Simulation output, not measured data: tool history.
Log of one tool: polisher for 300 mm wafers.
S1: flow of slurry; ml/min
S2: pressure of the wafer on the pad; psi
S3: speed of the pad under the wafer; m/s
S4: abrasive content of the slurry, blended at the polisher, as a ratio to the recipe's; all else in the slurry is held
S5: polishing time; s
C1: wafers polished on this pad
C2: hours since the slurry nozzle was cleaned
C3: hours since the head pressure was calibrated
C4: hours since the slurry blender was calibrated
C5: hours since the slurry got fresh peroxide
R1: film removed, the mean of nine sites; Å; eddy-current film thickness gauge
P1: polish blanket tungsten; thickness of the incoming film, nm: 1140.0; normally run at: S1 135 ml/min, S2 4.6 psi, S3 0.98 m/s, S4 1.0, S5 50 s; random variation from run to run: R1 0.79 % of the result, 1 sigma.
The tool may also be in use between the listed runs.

run	day	S1	S2	S3	S4	S5	C1	C2	C3	C4	C5	R1
1	0.588	135	4.6	0.98	1.0	50	472	233.4	516.3	35.9	60.3	3225.5
2	1.133	80	4.6	0.98	1.0	50	568	246.5	529.4	49.0	73.4	2861.9
3	1.783	135	4.6	0.98	1.0	50	682	262.1	545.0	64.6	89.0	3241.3
4	2.392	135	4.6	0.98	1.0	50	789	276.7	559.6	79.2	103.6	3249.0
5	2.846	135	4.6	0.98	0.5	50	869	287.6	570.5	90.1	114.5	2793.1
6	3.488	135	4.6	0.98	1.0	50	981	303.0	585.9	105.5	129.9	3255.1
7	3.800	135	2.6	1.52	1.0	50	1036	310.5	593.4	113.0	137.4	2819.0
8	4.367	135	4.6	0.48	1.0	50	1136	324.1	607.0	126.6	151.0	1581.1
9	4.788	135	4.6	0.98	1.0	50	1210	334.2	617.1	136.7	161.1	3238.1
10	5.200	135	4.6	1.46	1.0	50	1282	344.1	627.0	146.6	171.0	4838.0
11	5.662	135	2.6	0.98	1.0	50	1363	355.2	638.1	157.7	182.1	1825.4
12	6.238	135	4.6	0.98	1.4	50	1464	369.0	651.9	171.5	195.9	3475.2
13	6.667	135	4.6	0.98	1.0	50	1539	379.3	662.2	181.8	206.2	3244.0
14	7.192	135	4.6	0.98	1.0	80	1632	391.9	674.8	194.4	218.8	5185.8
15	7.604	135	4.6	0.98	1.0	50	1704	401.8	684.7	204.3	228.7	3209.7
16	8.175	210	4.6	0.98	1.0	50	1804	415.5	698.4	218.0	242.4	3501.6
17	8.554	135	4.6	0.98	1.0	22	1871	424.6	707.5	227.1	251.5	1437.3
18	9.029	135	6.7	0.98	1.0	50	1954	436.0	718.9	238.5	262.9	4725.2
19	9.608	135	4.6	0.98	1.0	50	2056	449.9	732.8	252.4	276.8	3183.2
20	9.958	135	4.6	0.98	1.0	50	2117	458.3	741.2	260.8	285.2	3108.6
21	10.425	135	4.6	0.98	1.0	50	2199	469.5	752.4	272.0	296.4	3030.9
# day 10.833: slurry tank refilled with fresh slurry and peroxide
22	11.050	135	4.6	0.98	1.0	50	2309	484.5	767.4	287.0	5.2	2970.2
23	11.504	135	4.6	0.98	1.0	50	2389	495.4	778.3	297.9	16.1	2939.8
# day 11.617: head pressure recalibrated
# day 11.842: worn pad replaced by a new one
24	12.112	135	4.6	0.98	1.0	50	47	510.0	11.9	312.5	30.7	2954.9
25	12.642	135	4.6	0.98	1.0	50	140	522.7	24.6	325.2	43.4	2945.7

What P1 gives has crept away from where it was. These 2 causes fit the log equally well, each at the size given:
A: abrasive missing from the slurry, % = 34.5
B: slurry flow missing at the pad, % = 34.4
The creep began at about day 9.608.
Why every other cause is out:
removal rate lost through wear of the pad, %: serviced at day 11.842, which brought nothing back
head's pressure below its setpoint, %: serviced at day 11.617, which brought nothing back
peroxide lost from the slurry, %: serviced at day 10.833, which brought nothing back

4 check runs are offered, one wafer each, their results left as question marks. Which one tells the causes apart?
check 1	13.171	135	4.6	0.54	1.00	75						?
check 2	13.171	80	2.7	0.98	1.00	50						?
check 3	13.171	135	6.5	0.98	0.60	50						?
check 4	13.171	135	4.6	1.32	0.55	50						?

What each check would give under each cause:
check	result	if A	if B
check 1	R1	2428.9	2428.6
check 2	R1	1518.1	1436.2
check 3	R1	3710.5	3690.8
check 4	R1	3472.1	3450.4
How far apart the two closest causes lie, in the result that separates them most: check 1 0.01 %; check 2 5.55 %; check 3 0.53 %; check 4 0.63 %
Only check 2 tells the causes apart: in the others they would give nearly the same result.

Check 2 was then run and gave: R1 1535.6 Å. Which cause is it?

It is A: abrasive missing from the slurry, %.
